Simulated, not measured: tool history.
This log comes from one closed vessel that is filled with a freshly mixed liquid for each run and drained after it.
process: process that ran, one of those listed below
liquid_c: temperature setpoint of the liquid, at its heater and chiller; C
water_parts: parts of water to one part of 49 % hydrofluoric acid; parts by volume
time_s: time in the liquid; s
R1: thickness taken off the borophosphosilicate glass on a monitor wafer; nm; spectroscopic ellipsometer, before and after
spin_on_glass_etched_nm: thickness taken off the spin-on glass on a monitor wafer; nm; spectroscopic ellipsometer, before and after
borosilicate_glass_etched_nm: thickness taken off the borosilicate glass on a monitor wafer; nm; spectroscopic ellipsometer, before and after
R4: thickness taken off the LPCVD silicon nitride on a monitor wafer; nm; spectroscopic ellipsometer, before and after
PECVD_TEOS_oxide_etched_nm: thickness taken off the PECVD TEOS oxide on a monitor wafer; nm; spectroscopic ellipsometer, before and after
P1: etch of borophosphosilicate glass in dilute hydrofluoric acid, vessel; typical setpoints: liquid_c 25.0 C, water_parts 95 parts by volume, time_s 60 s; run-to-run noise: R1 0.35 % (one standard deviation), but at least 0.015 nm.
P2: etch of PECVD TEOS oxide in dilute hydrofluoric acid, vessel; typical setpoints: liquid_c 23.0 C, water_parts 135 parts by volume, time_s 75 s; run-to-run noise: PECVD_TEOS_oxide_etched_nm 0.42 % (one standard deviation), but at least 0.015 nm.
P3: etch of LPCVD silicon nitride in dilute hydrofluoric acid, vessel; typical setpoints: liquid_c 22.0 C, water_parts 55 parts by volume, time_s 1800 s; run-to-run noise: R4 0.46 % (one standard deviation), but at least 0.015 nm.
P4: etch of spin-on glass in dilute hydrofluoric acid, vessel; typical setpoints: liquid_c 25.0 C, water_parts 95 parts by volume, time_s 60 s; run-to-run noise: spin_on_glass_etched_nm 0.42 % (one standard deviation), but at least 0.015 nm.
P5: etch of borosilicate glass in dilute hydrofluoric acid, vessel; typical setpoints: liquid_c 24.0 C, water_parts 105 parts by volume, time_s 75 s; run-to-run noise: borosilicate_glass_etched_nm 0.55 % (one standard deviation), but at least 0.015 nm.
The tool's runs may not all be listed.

{"run": 1, "hour": 6.2, "process": "P1", "liquid_c": 25.0, "water_parts": 95, "time_s": 60, "R1": 37.213}
{"run": 2, "hour": 13.3, "process": "P4", "liquid_c": 25.0, "water_parts": 95, "time_s": 60, "spin_on_glass_etched_nm": 17.069}
{"run": 3, "hour": 26.5, "process": "P1", "liquid_c": 25.0, "water_parts": 95, "time_s": 60, "R1": 37.132}
{"run": 4, "hour": 36.2, "process": "P4", "liquid_c": 25.0, "water_parts": 95, "time_s": 30, "spin_on_glass_etched_nm": 8.6142}
{"run": 5, "hour": 47.8, "process": "P1", "liquid_c": 25.0, "water_parts": 20, "time_s": 60, "R1": 196.18}
{"run": 6, "hour": 53.8, "process": "P1", "liquid_c": 25.0, "water_parts": 95, "time_s": 60, "R1": 37.357}
{"run": 7, "hour": 62.5, "process": "P1", "liquid_c": 33.0, "water_parts": 145, "time_s": 60, "R1": 30.714}
{"run": 8, "hour": 74.8, "process": "P5", "liquid_c": 24.0, "water_parts": 185, "time_s": 75, "borosilicate_glass_etched_nm": 6.7761}
{"run": 9, "hour": 83.8, "process": "P3", "liquid_c": 22.0, "water_parts": 20, "time_s": 1800, "R4": 38.242}
{"hour": 85.9, "done": "hydrofluoric acid flow meter replaced"}
{"run": 10, "hour": 96.3, "process": "P5", "liquid_c": 24.0, "water_parts": 105, "time_s": 75, "borosilicate_glass_etched_nm": 13.1}
{"run": 11, "hour": 104.2, "process": "P4", "liquid_c": 20.0, "water_parts": 95, "time_s": 60, "spin_on_glass_etched_nm": 13.868}
{"run": 12, "hour": 111.9, "process": "P2", "liquid_c": 23.0, "water_parts": 40, "time_s": 75, "PECVD_TEOS_oxide_etched_nm": 33.89}
{"run": 13, "hour": 119.8, "process": "P2", "liquid_c": 19.0, "water_parts": 135, "time_s": 75, "PECVD_TEOS_oxide_etched_nm": 7.6771}
{"run": 14, "hour": 127.4, "process": "P3", "liquid_c": 22.0, "water_parts": 55, "time_s": 1800, "R4": 14.344}
{"run": 15, "hour": 136.1, "process": "P5", "liquid_c": 19.5, "water_parts": 105, "time_s": 75, "borosilicate_glass_etched_nm": 10.902}
{"run": 16, "hour": 146.7, "process": "P3", "liquid_c": 22.0, "water_parts": 55, "time_s": 1800, "R4": 14.379}
{"run": 17, "hour": 160.0, "process": "P4", "liquid_c": 25.0, "water_parts": 60, "time_s": 60, "spin_on_glass_etched_nm": 28.36}
{"run": 18, "hour": 168.2, "process": "P2", "liquid_c": 23.0, "water_parts": 135, "time_s": 75, "PECVD_TEOS_oxide_etched_nm": 9.0762}
{"run": 19, "hour": 176.6, "process": "P1", "liquid_c": 25.0, "water_parts": 175, "time_s": 60, "R1": 18.393}
{"run": 20, "hour": 185.1, "process": "P3", "liquid_c": 22.0, "water_parts": 55, "time_s": 3380, "R4": 26.796}
{"run": 21, "hour": 196.3, "process": "P1", "liquid_c": 25.0, "water_parts": 95, "time_s": 60, "R1": 37.23}
{"run": 22, "hour": 208.9, "process": "P1", "liquid_c": 30.0, "water_parts": 95, "time_s": 60, "R1": 45.265}
{"run": 23, "hour": 220.3, "process": "P1", "liquid_c": 18.5, "water_parts": 95, "time_s": 60, "R1": 28.704}
{"run": 24, "hour": 228.9, "process": "P1", "liquid_c": 25.0, "water_parts": 95, "time_s": 30, "R1": 18.615}
{"run": 25, "hour": 240.3, "process": "P5", "liquid_c": 24.0, "water_parts": 105, "time_s": 145, "borosilicate_glass_etched_nm": 25.535}
{"run": 26, "hour": 249.8, "process": "P1", "liquid_c": 25.0, "water_parts": 95, "time_s": 100, "R1": 61.977}
{"run": 27, "hour": 257.7, "process": "P3", "liquid_c": 28.0, "water_parts": 55, "time_s": 1800, "R4": 21.408}
{"run": 28, "hour": 267.1, "process": "P2", "liquid_c": 23.0, "water_parts": 135, "time_s": 115, "PECVD_TEOS_oxide_etched_nm": 13.72}
{"run": 29, "hour": 279.8, "process": "P1", "liquid_c": 25.0, "water_parts": 95, "time_s": 60, "R1": 37.296}
{"run": 30, "hour": 287.0, "process": "P1", "liquid_c": 25.0, "water_parts": 95, "time_s": 60, "R1": 38.243}
{"run": 31, "hour": 296.3, "process": "P1", "liquid_c": 25.0, "water_parts": 95, "time_s": 60, "R1": 39.159}
{"run": 32, "hour": 303.8, "process": "P1", "liquid_c": 25.0, "water_parts": 95, "time_s": 60, "R1": 39.766}
{"run": 33, "hour": 311.5, "process": "P1", "liquid_c": 25.0, "water_parts": 95, "time_s": 60, "R1": 39.68}
{"run": 34, "hour": 322.1, "process": "P1", "liquid_c": 25.0, "water_parts": 95, "time_s": 60, "R1": 40.093}
{"run": 35, "hour": 329.3, "process": "P1", "liquid_c": 25.0, "water_parts": 95, "time_s": 60, "R1": 39.918}

Predict the results of run 36:
{"run": 36, "hour": 340.6, "process": "P1", "liquid_c": 25.0, "water_parts": 95, "time_s": 60, "R1": "?"}

{"run 36": {"R1": 40.24}}

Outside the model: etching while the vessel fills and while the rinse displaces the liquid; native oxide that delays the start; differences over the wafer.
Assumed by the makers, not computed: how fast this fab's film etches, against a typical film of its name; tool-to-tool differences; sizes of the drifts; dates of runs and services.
